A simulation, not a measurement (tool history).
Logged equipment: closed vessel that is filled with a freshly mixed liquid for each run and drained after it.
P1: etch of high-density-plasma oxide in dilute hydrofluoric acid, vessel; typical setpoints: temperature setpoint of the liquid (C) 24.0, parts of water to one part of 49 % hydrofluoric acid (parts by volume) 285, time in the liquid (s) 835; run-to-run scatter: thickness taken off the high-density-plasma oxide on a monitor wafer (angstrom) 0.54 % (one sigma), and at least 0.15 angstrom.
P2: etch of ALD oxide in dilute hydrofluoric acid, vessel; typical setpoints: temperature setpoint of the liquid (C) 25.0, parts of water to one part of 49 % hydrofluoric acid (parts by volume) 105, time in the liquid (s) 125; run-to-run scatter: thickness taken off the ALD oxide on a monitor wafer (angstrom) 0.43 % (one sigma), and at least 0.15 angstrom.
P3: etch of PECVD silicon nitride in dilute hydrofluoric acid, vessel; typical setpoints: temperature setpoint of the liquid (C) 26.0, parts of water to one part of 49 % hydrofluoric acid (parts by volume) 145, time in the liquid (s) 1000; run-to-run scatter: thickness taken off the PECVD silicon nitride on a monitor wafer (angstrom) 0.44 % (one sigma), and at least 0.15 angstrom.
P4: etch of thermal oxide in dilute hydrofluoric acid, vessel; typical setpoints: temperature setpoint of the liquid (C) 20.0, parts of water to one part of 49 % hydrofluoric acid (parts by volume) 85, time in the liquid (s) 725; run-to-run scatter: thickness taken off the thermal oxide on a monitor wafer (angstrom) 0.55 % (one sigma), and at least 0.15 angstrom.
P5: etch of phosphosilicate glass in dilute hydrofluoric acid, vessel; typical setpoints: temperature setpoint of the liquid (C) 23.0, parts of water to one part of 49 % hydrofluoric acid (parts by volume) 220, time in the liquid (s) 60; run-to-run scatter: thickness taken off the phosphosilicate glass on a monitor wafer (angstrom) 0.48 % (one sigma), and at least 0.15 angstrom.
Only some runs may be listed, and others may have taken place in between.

run,hour,process that ran,temperature setpoint of the liquid (C),parts of water to one part of 49 % hydrofluoric acid (parts by volume),time in the liquid (s),hours since the thermometer was replaced,hours since the hydrofluoric acid flow meter was replaced,thickness taken off the high-density-plasma oxide on a monitor wafer (angstrom),thickness taken off the ALD oxide on a monitor wafer (angstrom),thickness taken off the phosphosilicate glass on a monitor wafer (angstrom),thickness taken off the PECVD silicon nitride on a monitor wafer (angstrom),thickness taken off the thermal oxide on a monitor wafer (angstrom)
1,12.5,P1,24.0,285,835,441.4,1011.0,160.150,,,,
2,26.4,P1,24.0,285,835,455.3,1024.9,158.310,,,,
3,42.7,P1,17.5,285,835,471.6,1041.2,126.460,,,,
4,54.9,P1,24.0,285,1595,483.8,1053.4,306.640,,,,
5,72.1,P1,30.0,445,835,501.0,1070.6,105.910,,,,
6,82.3,P1,24.0,390,835,511.2,1080.8,106.530,,,,
7,97.7,P2,25.0,165,125,526.6,1096.2,,133.22,,,
8,105.9,P5,23.0,220,110,534.8,1104.4,,,360.26,,
9,115.0,P5,23.0,350,60,543.9,1113.5,,,109.06,,
10,132.2,P3,26.0,145,1000,561.1,1130.7,,,,314.81,
11,141.6,P3,26.0,145,1000,570.5,1140.1,,,,313.00,
12,159.0,P1,24.0,100,1465,587.9,1157.5,974.820,,,,
13,168.4,P4,25.0,85,725,597.3,1166.9,,,,,428.07
14,182.8,P1,24.0,285,835,611.7,1181.3,160.290,,,,
15,200.5,P1,24.0,285,835,629.4,1199.0,159.720,,,,
16,209.1,P1,24.0,90,835,638.0,1207.6,626.200,,,,
17,218.0,P5,23.0,220,60,646.9,1216.5,,,195.37,,
18,228.5,P5,23.0,220,60,657.4,1227.0,,,196.34,,
19,239.3,P4,20.0,150,725,668.2,1237.8,,,,,184.89
20,252.7,P5,18.5,220,60,681.6,1251.2,,,164.31,,
21,267.4,P1,24.0,285,835,696.3,1265.9,158.170,,,,
22,285.2,P2,25.0,105,245,714.1,1283.7,,440.67,,,
23,299.2,P3,26.0,145,1890,728.1,1297.7,,,,590.31,
24,313.1,P3,32.5,145,1000,742.0,1311.6,,,,468.44,
25,328.5,P2,25.0,105,125,757.4,1327.0,,225.33,,,
26,340.3,P2,32.5,105,125,769.2,1338.8,,299.77,,,
27,355.9,P4,20.0,85,725,784.8,1354.4,,,,,350.18
28,365.6,P1,24.0,285,835,794.5,1364.1,157.810,,,,
29,380.4,P3,26.0,250,1000,809.3,1378.9,,,,181.62,
30,393.8,P4,20.0,85,1405,822.7,1392.3,,,,,672.24
31,404.7,P1,31.0,285,835,833.6,1403.2,200.750,,,,
32,414.6,P1,24.0,285,420,843.5,1413.1,79.682,,,,
33,425.2,P1,24.0,285,835,854.1,1423.7,158.020,,,,
34,436.1,P1,24.0,285,835,865.0,1434.6,163.140,,,,
35,451.3,P1,24.0,285,835,880.2,1449.8,165.260,,,,
36,468.1,P1,24.0,285,835,897.0,1466.6,167.820,,,,
37,481.1,P1,24.0,285,835,910.0,1479.6,168.370,,,,
38,495.9,P1,24.0,285,835,924.8,1494.4,167.170,,,,

Run 39 comes next. What will it give?
39,508.0,P1,24.0,285,835,936.9,1506.5,?,,,,

thickness taken off the high-density-plasma oxide on a monitor wafer (angstrom): 168.100

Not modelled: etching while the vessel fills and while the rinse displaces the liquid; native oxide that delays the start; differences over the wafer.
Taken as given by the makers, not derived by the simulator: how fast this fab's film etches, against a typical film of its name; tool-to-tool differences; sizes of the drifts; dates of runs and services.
